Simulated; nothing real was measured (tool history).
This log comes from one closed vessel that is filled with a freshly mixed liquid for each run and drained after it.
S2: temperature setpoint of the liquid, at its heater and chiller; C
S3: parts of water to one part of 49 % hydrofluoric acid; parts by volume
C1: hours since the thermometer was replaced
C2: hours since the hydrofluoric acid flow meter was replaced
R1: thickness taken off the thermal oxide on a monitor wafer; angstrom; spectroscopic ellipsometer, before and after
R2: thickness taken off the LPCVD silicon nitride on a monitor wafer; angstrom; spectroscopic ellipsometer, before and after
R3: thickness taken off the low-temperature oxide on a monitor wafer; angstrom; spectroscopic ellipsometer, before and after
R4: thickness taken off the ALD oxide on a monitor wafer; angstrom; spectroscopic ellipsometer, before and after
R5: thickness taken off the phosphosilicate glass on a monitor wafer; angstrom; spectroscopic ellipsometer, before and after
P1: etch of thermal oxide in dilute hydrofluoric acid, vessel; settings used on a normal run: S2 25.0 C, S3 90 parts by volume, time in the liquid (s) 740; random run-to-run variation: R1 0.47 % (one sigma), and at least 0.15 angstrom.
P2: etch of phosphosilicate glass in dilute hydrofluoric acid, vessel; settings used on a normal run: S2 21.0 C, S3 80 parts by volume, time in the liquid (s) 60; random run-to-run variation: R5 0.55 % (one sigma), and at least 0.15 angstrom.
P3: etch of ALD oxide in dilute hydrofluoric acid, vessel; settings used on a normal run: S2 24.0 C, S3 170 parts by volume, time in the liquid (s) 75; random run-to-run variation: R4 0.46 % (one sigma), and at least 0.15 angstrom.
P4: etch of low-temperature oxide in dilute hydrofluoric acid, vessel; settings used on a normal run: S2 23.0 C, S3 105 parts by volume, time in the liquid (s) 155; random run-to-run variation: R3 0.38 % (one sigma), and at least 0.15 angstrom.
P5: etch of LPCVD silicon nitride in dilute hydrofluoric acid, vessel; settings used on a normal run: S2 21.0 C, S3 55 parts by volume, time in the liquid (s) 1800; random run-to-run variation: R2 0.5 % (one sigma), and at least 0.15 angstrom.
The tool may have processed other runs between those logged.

Run 1, day 0.271: process that ran P1, S2 25.0 C, S3 90 parts by volume, time in the liquid (s) 740; C1 521.1; C2 708.6. Result: R1 410.910 angstrom.
Run 2, day 0.525: process that ran P5, S2 21.0 C, S3 55 parts by volume, time in the liquid (s) 3540; C1 527.2; C2 714.7. Result: R2 227.43 angstrom.
Run 3, day 0.792: process that ran P4, S2 28.5 C, S3 105 parts by volume, time in the liquid (s) 155; C1 533.6; C2 721.1. Result: R3 249.93 angstrom.
Run 4, day 1.038: process that ran P5, S2 21.0 C, S3 30 parts by volume, time in the liquid (s) 1800; C1 539.5; C2 727.0. Result: R2 207.62 angstrom.
Run 5, day 1.262: process that ran P4, S2 23.0 C, S3 30 parts by volume, time in the liquid (s) 155; C1 544.9; C2 732.4. Result: R3 777.12 angstrom.
Run 6, day 1.500: process that ran P1, S2 25.0 C, S3 90 parts by volume, time in the liquid (s) 740; C1 550.6; C2 738.1. Result: R1 411.280 angstrom.
Run 7, day 1.804: process that ran P5, S2 28.0 C, S3 55 parts by volume, time in the liquid (s) 1800; C1 557.9; C2 745.4. Result: R2 183.44 angstrom.
Run 8, day 1.988: process that ran P3, S2 18.5 C, S3 170 parts by volume, time in the liquid (s) 75; C1 562.3; C2 749.8. Result: R4 70.010 angstrom.
Run 9, day 2.212: process that ran P1, S2 31.5 C, S3 35 parts by volume, time in the liquid (s) 740; C1 567.7; C2 755.2. Result: R1 1471.600 angstrom.
Run 10, day 2.529: process that ran P2, S2 28.5 C, S3 80 parts by volume, time in the liquid (s) 60; C1 575.3; C2 762.8. Result: R5 1831.1 angstrom.
Run 11, day 2.783: process that ran P1, S2 25.0 C, S3 90 parts by volume, time in the liquid (s) 740; C1 581.4; C2 768.9. Result: R1 406.190 angstrom.
Run 12, day 3.104: process that ran P5, S2 21.0 C, S3 55 parts by volume, time in the liquid (s) 1800; C1 589.1; C2 776.6. Result: R2 116.44 angstrom.
Run 13, day 3.362: process that ran P3, S2 24.0 C, S3 40 parts by volume, time in the liquid (s) 75; C1 595.3; C2 782.8. Result: R4 434.970 angstrom.
Run 14, day 3.583: process that ran P2, S2 21.0 C, S3 80 parts by volume, time in the liquid (s) 60; C1 600.6; C2 788.1. Result: R5 1364.6 angstrom.
Run 15, day 3.896: process that ran P4, S2 23.0 C, S3 105 parts by volume, time in the liquid (s) 155; C1 608.1; C2 795.6. Result: R3 201.59 angstrom.
Run 16, day 4.117: process that ran P3, S2 24.0 C, S3 170 parts by volume, time in the liquid (s) 30; C1 613.4; C2 800.9. Result: R4 34.502 angstrom.
Run 17, day 4.417: process that ran P1, S2 25.0 C, S3 90 parts by volume, time in the liquid (s) 125; C1 620.6; C2 808.1. Result: R1 68.319 angstrom.
Run 18, day 4.608: process that ran P2, S2 21.0 C, S3 50 parts by volume, time in the liquid (s) 60; C1 625.2; C2 812.7. Result: R5 2247.2 angstrom.
Run 19, day 4.867: process that ran P3, S2 24.0 C, S3 170 parts by volume, time in the liquid (s) 75; C1 631.4; C2 818.9. Result: R4 88.062 angstrom.
Run 20, day 5.067: process that ran P1, S2 25.0 C, S3 90 parts by volume, time in the liquid (s) 1250; C1 636.2; C2 823.7. Result: R1 690.870 angstrom.
Run 21, day 5.333: process that ran P2, S2 21.0 C, S3 80 parts by volume, time in the liquid (s) 60; C1 642.6; C2 830.1. Result: R5 1374.8 angstrom.
Run 22, day 5.562: process that ran P5, S2 21.0 C, S3 55 parts by volume, time in the liquid (s) 1800; C1 648.1; C2 835.6. Result: R2 115.42 angstrom.
Run 23, day 5.833: process that ran P1, S2 33.0 C, S3 90 parts by volume, time in the liquid (s) 740; C1 654.6; C2 842.1. Result: R1 549.200 angstrom.
Run 24, day 6.125: process that ran P1, S2 25.0 C, S3 90 parts by volume, time in the liquid (s) 740; C1 661.6; C2 849.1. Result: R1 410.410 angstrom.
Run 25, day 6.408: process that ran P1, S2 25.0 C, S3 90 parts by volume, time in the liquid (s) 740; C1 668.4; C2 855.9. Result: R1 405.090 angstrom.
Run 26, day 6.625: process that ran P1, S2 25.0 C, S3 90 parts by volume, time in the liquid (s) 740; C1 673.6; C2 861.1. Result: R1 407.920 angstrom.
Run 27, day 6.933: process that ran P1, S2 25.0 C, S3 20 parts by volume, time in the liquid (s) 740; C1 681.0; C2 868.5. Result: R1 2027.600 angstrom.
Run 28, day 7.133: process that ran P1, S2 25.0 C, S3 125 parts by volume, time in the liquid (s) 740; C1 685.8; C2 873.3. Result: R1 281.210 angstrom.
Run 29, day 7.433: process that ran P4, S2 23.0 C, S3 105 parts by volume, time in the liquid (s) 260; C1 693.0; C2 880.5. Result: R3 338.49 angstrom.
Run 30, day 7.683: process that ran P2, S2 21.0 C, S3 80 parts by volume, time in the liquid (s) 110; C1 699.0; C2 886.5. Result: R5 2517.7 angstrom.
Run 31, day 7.896: process that ran P3, S2 24.0 C, S3 170 parts by volume, time in the liquid (s) 75; C1 704.1; C2 891.6. Result: R4 87.036 angstrom.
Run 32, day 8.200: process that ran P1, S2 20.5 C, S3 90 parts by volume, time in the liquid (s) 740; C1 711.4; C2 898.9. Result: R1 341.800 angstrom.
Run 33, day 8.425: process that ran P1, S2 25.0 C, S3 90 parts by volume, time in the liquid (s) 740; C1 716.8; C2 904.3. Result: R1 412.370 angstrom.
Run 34, day 8.692: process that ran P1, S2 25.0 C, S3 90 parts by volume, time in the liquid (s) 740; C1 723.2; C2 910.7. Result: R1 394.910 angstrom.
Run 35, day 8.862: process that ran P1, S2 25.0 C, S3 90 parts by volume, time in the liquid (s) 740; C1 727.3; C2 914.8. Result: R1 396.760 angstrom.
Run 36, day 9.162: process that ran P1, S2 25.0 C, S3 90 parts by volume, time in the liquid (s) 740; C1 734.5; C2 922.0. Result: R1 387.270 angstrom.
Run 37, day 9.433: process that ran P1, S2 25.0 C, S3 90 parts by volume, time in the liquid (s) 740; C1 741.0; C2 928.5. Result: R1 388.480 angstrom.
Run 38, day 9.658: process that ran P1, S2 25.0 C, S3 90 parts by volume, time in the liquid (s) 740; C1 746.4; C2 933.9. Result: R1 389.720 angstrom.
Run 39, day 9.800: process that ran P1, S2 25.0 C, S3 90 parts by volume, time in the liquid (s) 740; C1 749.8; C2 937.3. Result: R1 384.920 angstrom.
Run 40, day 10.033: process that ran P1, S2 25.0 C, S3 90 parts by volume, time in the liquid (s) 740; C1 755.4; C2 942.9. Result: R1 386.830 angstrom.
Run 41, day 10.342: process that ran P1, S2 25.0 C, S3 90 parts by volume, time in the liquid (s) 740; C1 762.8; C2 950.3. Result: R1 387.690 angstrom.
Run 42, day 10.554: process that ran P1, S2 25.0 C, S3 90 parts by volume, time in the liquid (s) 740; C1 767.9; C2 955.4. Result: R1 386.930 angstrom.
Run 43, day 10.854: process that ran P1, S2 25.0 C, S3 90 parts by volume, time in the liquid (s) 740; C1 775.1; C2 962.6. Result: R1 385.260 angstrom.
Run 44, day 11.025: process that ran P1, S2 25.0 C, S3 90 parts by volume, time in the liquid (s) 740; C1 779.2; C2 966.7. Result: R1 382.240 angstrom.

What P1 gives has crept off from where it sat before. The 2 causes that follow fit the log equally well, each at the size noted:
A: hydrofluoric acid flow below the setpoint (%) = 5.28
B: liquid colder than its thermometer reads (K) = 1.53
Creep in the process output first set in at about day 8.425.

4 check runs are offered, one wafer each, their results left as question marks. Which one tells the causes apart?
Run check 1, day 11.196: process that ran P3, S2 19.0 C, S3 40 parts by volume, time in the liquid (s) 75. Result: R4 ?.
Run check 2, day 11.196: process that ran P4, S2 28.5 C, S3 105 parts by volume, time in the liquid (s) 225. Result: R3 ?.
Run check 3, day 11.196: process that ran P2, S2 21.0 C, S3 55 parts by volume, time in the liquid (s) 60. Result: R5 ?.
Run check 4, day 11.196: process that ran P5, S2 27.5 C, S3 55 parts by volume, time in the liquid (s) 3190. Result: R2 ?.

Check results expected under each cause:
  check  result     if A     if B
check 1      R4  331.340  328.220
check 2      R3   340.96   342.24
check 3      R5   1927.6   1914.9
check 4      R2   300.29   286.45
How far apart the two closest causes lie, in the result that separates them most: check 1 0.95 %; check 2 0.38 %; check 3 0.66 %; check 4 4.72 %
Check 4 tells the causes apart: in the others they would give nearly the same result.

After running check 4, the following was obtained: R2 285.93 angstrom. Which cause does this point to?

B is the cause: liquid colder than its thermometer reads (K).
